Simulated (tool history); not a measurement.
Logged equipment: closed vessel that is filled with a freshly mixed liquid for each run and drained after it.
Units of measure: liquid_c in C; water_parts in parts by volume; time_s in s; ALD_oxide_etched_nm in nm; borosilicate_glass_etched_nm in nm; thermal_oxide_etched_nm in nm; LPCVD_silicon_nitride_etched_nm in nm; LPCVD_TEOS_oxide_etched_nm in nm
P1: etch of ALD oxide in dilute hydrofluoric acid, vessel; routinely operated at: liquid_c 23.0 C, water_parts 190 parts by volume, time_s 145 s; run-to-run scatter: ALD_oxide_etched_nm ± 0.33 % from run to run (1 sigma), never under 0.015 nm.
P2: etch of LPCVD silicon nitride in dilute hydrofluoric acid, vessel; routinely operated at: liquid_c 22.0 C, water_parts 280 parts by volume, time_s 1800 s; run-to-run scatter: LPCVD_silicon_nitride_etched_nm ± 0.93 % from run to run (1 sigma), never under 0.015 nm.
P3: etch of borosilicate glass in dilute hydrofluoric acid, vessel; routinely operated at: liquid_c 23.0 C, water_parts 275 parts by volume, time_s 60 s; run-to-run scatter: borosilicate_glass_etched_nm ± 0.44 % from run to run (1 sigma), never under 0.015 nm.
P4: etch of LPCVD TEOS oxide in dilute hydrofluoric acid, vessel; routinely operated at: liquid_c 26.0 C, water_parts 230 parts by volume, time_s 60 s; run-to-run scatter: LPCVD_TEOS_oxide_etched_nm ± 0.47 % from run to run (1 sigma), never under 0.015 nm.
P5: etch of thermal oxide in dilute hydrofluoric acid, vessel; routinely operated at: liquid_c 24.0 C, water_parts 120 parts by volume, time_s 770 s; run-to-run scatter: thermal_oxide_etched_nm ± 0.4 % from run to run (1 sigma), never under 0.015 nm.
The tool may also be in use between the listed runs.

run	day	process	liquid_c	water_parts	time_s	hours since the thermometer was replaced	hours since the hydrofluoric acid flow meter was replaced	ALD_oxide_etched_nm	borosilicate_glass_etched_nm	thermal_oxide_etched_nm	LPCVD_silicon_nitride_etched_nm	LPCVD_TEOS_oxide_etched_nm
1	0.346	P1	23.0	190	145	485.7	302.3	15.5290				
2	0.900	P1	23.0	70	145	499.0	315.6	48.4540				
3	1.483	P3	23.0	40	60	513.0	329.6		48.5350			
4	2.058	P5	24.0	120	1385	526.8	343.4			54.561		
5	2.612	P1	23.0	190	30	540.1	356.7	3.2429				
6	2.992	P1	23.0	190	145	549.2	365.8	15.5520				
7	3.467	P1	29.0	190	145	560.6	377.2	19.4470				
8	4.146	P2	26.0	280	1800	576.9	393.5				3.8212	
9	4.483	P1	17.0	190	275	585.0	401.6	23.4420				
10	5.012	P1	27.0	190	215	597.7	414.3	26.7130				
11	5.654	P1	23.0	270	145	613.1	429.7	10.0900				
12	6.038	P3	17.0	275	60	622.3	438.9		4.3331			
13	6.517	P2	22.0	280	3500	633.8	450.4				5.7325	
14	7.175	P4	26.0	230	30	649.6	466.2					3.7025
15	7.700	P1	23.0	190	145	662.2	478.8	15.4960				
16	8.183	P1	23.0	190	145	673.8	490.4	15.5880				
17	8.854	P1	23.0	190	145	689.9	506.5	15.6070				
18	9.379	P4	26.0	230	60	702.5	519.1					7.4824
19	9.733	P3	23.0	275	60	711.0	527.6		5.4483			
20	10.317	P5	24.0	120	770	725.0	541.6			30.530		
21	10.750	P5	24.0	200	770	735.4	552.0			16.678		
22	11.388	P3	23.0	275	60	750.7	567.3		5.4702			
23	11.954	P5	24.0	120	770	764.3	580.9			30.469		
24	12.267	P1	17.0	190	145	771.8	588.4	12.3350				
25	12.871	P5	17.5	120	770	786.3	602.9			23.394		
26	13.196	P3	23.0	275	30	794.1	610.7		2.7324			
27	13.867	P4	32.0	230	60	810.2	626.8					9.2195
28	14.325	P1	23.0	190	275	821.2	637.8	29.6080				
29	14.942	P1	18.0	90	145	836.0	652.6	30.0800				
30	15.567	P2	22.0	280	1800	851.0	667.6				2.9889	
31	15.917	P4	26.0	50	60	859.4	676.0					42.6760
32	16.429	P2	22.0	465	1800	871.7	688.3				1.8178	
33	16.933	P1	23.0	190	145	883.8	700.4	15.6240				
34	17.275	P1	23.0	190	145	892.0	708.6	15.2580				
35	17.925	P1	23.0	190	145	907.6	724.2	14.6250				
36	18.533	P1	23.0	190	145	922.2	738.8	14.5120				
37	18.904	P1	23.0	190	145	931.1	747.7	14.5300				
38	19.350	P1	23.0	190	145	941.8	758.4	14.3910				
39	19.725	P1	23.0	190	145	950.8	767.4	14.3230				
40	20.025	P1	23.0	190	145	958.0	774.6	14.4790				

What P1 gives has crept off from where it sat before. The 2 causes that follow fit the log equally well, each at the size noted:
A: liquid colder than its thermometer reads (K) = 2.07
B: hydrofluoric acid flow below the setpoint (%) = 6.31
Creep in the process output first set in at about day 16.933.

The 4 check runs listed below each average the results of 2 wafers, and their outcomes are marked with question marks. Under which run would the listed causes produce clearly different results?
check 1	20.325	P5	24.0	120	770					?		
check 2	20.325	P4	26.0	230	60							?
check 3	20.325	P3	23.0	275	60				?			
check 4	20.325	P2	22.0	280	1800						?	

Outcome of each check run for each possible cause:
check	result	if A	if B
check 1	thermal_oxide_etched_nm	28.018	28.212
check 2	LPCVD_TEOS_oxide_etched_nm	6.9385	6.8855
check 3	borosilicate_glass_etched_nm	5.0273	4.9859
check 4	LPCVD_silicon_nitride_etched_nm	2.6348	2.8181
Per check, the gap between the least separated pair of causes, taken in the result that splits them most: check 1 0.69 %; check 2 0.77 %; check 3 0.83 %; check 4 6.73 %
The causes can be told apart only by check 4. The other checks would give nearly the same results under each of them.

The results of check 4 are: LPCVD_silicon_nitride_etched_nm 2.6152 nm. Based on these, which of the listed causes is it?

A is the cause: liquid colder than its thermometer reads (K).
